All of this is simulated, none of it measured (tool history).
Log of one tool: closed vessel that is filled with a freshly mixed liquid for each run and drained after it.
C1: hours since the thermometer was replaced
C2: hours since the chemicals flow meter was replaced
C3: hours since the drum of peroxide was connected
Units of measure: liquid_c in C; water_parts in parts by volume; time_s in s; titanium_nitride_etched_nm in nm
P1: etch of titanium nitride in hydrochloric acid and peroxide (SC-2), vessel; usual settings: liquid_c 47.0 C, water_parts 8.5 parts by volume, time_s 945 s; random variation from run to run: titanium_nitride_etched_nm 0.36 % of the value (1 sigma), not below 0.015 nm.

{"run": 1, "hour": 3.8, "liquid_c": 47.0, "water_parts": 8.5, "time_s": 945, "C1": 1032.6, "C2": 310.1, "C3": 235.9, "titanium_nitride_etched_nm": 13.476}
{"run": 2, "hour": 9.0, "liquid_c": 47.0, "water_parts": 8.5, "time_s": 1875, "C1": 1037.8, "C2": 315.3, "C3": 241.1, "titanium_nitride_etched_nm": 26.604}
{"run": 3, "hour": 13.5, "liquid_c": 47.0, "water_parts": 4.0, "time_s": 1695, "C1": 1042.3, "C2": 319.8, "C3": 245.6, "titanium_nitride_etched_nm": 42.048}
{"run": 4, "hour": 18.6, "liquid_c": 47.0, "water_parts": 8.5, "time_s": 945, "C1": 1047.4, "C2": 324.9, "C3": 250.7, "titanium_nitride_etched_nm": 13.437}
{"run": 5, "hour": 23.4, "liquid_c": 35.0, "water_parts": 8.5, "time_s": 945, "C1": 1052.2, "C2": 329.7, "C3": 255.5, "titanium_nitride_etched_nm": 5.7485}
{"run": 6, "hour": 30.0, "liquid_c": 47.0, "water_parts": 8.5, "time_s": 945, "C1": 1058.8, "C2": 336.3, "C3": 262.1, "titanium_nitride_etched_nm": 13.45}
{"run": 7, "hour": 34.5, "liquid_c": 47.0, "water_parts": 4.0, "time_s": 945, "C1": 1063.3, "C2": 340.8, "C3": 266.6, "titanium_nitride_etched_nm": 23.588}
{"run": 8, "hour": 41.4, "liquid_c": 39.0, "water_parts": 8.5, "time_s": 520, "C1": 1070.2, "C2": 347.7, "C3": 273.5, "titanium_nitride_etched_nm": 4.2648}
{"run": 9, "hour": 45.0, "liquid_c": 47.0, "water_parts": 14.0, "time_s": 945, "C1": 1073.8, "C2": 351.3, "C3": 277.1, "titanium_nitride_etched_nm": 8.7508}
{"run": 10, "hour": 51.6, "liquid_c": 47.0, "water_parts": 8.5, "time_s": 70, "C1": 1080.4, "C2": 357.9, "C3": 283.7, "titanium_nitride_etched_nm": 1.0091}
{"run": 11, "hour": 55.6, "liquid_c": 47.0, "water_parts": 8.5, "time_s": 945, "C1": 1084.4, "C2": 361.9, "C3": 287.7, "titanium_nitride_etched_nm": 13.437}
{"run": 12, "hour": 59.1, "liquid_c": 63.5, "water_parts": 8.5, "time_s": 945, "C1": 1087.9, "C2": 365.4, "C3": 291.2, "titanium_nitride_etched_nm": 38.995}
{"run": 13, "hour": 63.0, "liquid_c": 47.0, "water_parts": 8.5, "time_s": 945, "C1": 1091.8, "C2": 369.3, "C3": 295.1, "titanium_nitride_etched_nm": 13.404}
{"run": 14, "hour": 67.6, "liquid_c": 47.0, "water_parts": 8.5, "time_s": 945, "C1": 1096.4, "C2": 373.9, "C3": 299.7, "titanium_nitride_etched_nm": 13.47}
{"run": 15, "hour": 71.4, "liquid_c": 47.0, "water_parts": 8.5, "time_s": 945, "C1": 1100.2, "C2": 377.7, "C3": 303.5, "titanium_nitride_etched_nm": 13.331}
{"run": 16, "hour": 76.6, "liquid_c": 47.0, "water_parts": 8.5, "time_s": 945, "C1": 1105.4, "C2": 382.9, "C3": 308.7, "titanium_nitride_etched_nm": 13.057}
{"run": 17, "hour": 80.9, "liquid_c": 47.0, "water_parts": 8.5, "time_s": 945, "C1": 1109.7, "C2": 387.2, "C3": 313.0, "titanium_nitride_etched_nm": 12.832}

Run 18, settings as shown, results not yet in. Your forecast:
{"run": 18, "hour": 85.9, "liquid_c": 47.0, "water_parts": 8.5, "time_s": 945, "C1": 1114.7, "C2": 392.2, "C3": 318.0, "titanium_nitride_etched_nm": "?"}

Run 18 yielded titanium_nitride_etched_nm 12.5440 nm.
